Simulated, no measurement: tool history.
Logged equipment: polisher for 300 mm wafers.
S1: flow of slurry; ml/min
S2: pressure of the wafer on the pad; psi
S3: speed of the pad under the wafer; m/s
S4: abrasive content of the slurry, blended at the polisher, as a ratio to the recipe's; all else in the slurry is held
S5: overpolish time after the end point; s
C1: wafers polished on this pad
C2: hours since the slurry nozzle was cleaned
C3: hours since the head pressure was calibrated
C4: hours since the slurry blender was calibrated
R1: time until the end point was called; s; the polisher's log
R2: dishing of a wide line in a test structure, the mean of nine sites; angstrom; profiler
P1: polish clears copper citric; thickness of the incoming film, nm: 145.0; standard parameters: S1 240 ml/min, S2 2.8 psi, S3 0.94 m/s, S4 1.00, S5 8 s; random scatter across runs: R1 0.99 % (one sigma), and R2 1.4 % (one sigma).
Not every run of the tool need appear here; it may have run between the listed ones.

run	hour	S1	S2	S3	S4	S5	C1	C2	C3	C4	R1	R2
1	7.8	240	2.8	0.94	1.00	8	554	457.5	274.2	60.2	72.015	107.180
2	23.5	240	2.8	0.94	1.00	8	744	473.2	289.9	75.9	72.746	108.970
3	38.6	240	2.8	0.94	1.00	8	928	488.3	305.0	91.0	72.614	112.940
4	52.3	240	2.8	1.40	1.00	8	1094	502.0	318.7	104.7	49.486	154.200
5	64.0	240	2.8	0.94	1.00	8	1236	513.7	330.4	116.4	73.261	111.290
6	74.5	145	2.8	0.94	1.00	8	1363	524.2	340.9	126.9	76.861	105.740
7	88.8	240	2.8	0.94	1.00	2	1537	538.5	355.2	141.2	71.491	31.669
8	104.6	240	2.8	0.52	1.00	8	1728	554.3	371.0	157.0	127.360	66.462
9	114.9	240	2.8	0.94	1.00	8	1853	564.6	381.3	167.3	71.258	110.410
10	125.3	365	2.8	0.94	1.20	8	1980	575.0	391.7	177.7	67.055	119.010
11	135.7	360	2.8	0.94	1.00	8	2106	585.4	402.1	188.1	70.461	113.400
# hour 142.8: head pressure recalibrated
12	151.1	240	3.8	0.94	1.00	8	2293	600.8	8.4	203.5	53.649	139.810
13	166.8	240	2.8	0.94	1.00	16	2483	616.5	24.1	219.2	72.516	194.190
14	176.1	240	1.3	0.94	1.00	8	2596	625.8	33.4	228.5	149.730	56.797
15	185.1	240	2.8	0.94	1.45	8	2705	634.8	42.4	237.5	67.077	119.280
16	193.4	240	2.8	0.94	1.00	8	2806	643.1	50.7	245.8	71.178	111.940
17	205.5	240	2.8	0.94	0.55	8	2953	655.2	62.8	257.9	81.878	98.187
18	216.5	240	2.8	0.94	1.00	8	3086	666.2	73.8	268.9	72.520	112.150

The next listed run, before its measurement:
19	232.3	240	2.8	0.94	1.00	8	3278	682.0	89.6	284.7	?	?

For run 19 the tool returned R1 74.520 s, R2 107.640 angstrom.

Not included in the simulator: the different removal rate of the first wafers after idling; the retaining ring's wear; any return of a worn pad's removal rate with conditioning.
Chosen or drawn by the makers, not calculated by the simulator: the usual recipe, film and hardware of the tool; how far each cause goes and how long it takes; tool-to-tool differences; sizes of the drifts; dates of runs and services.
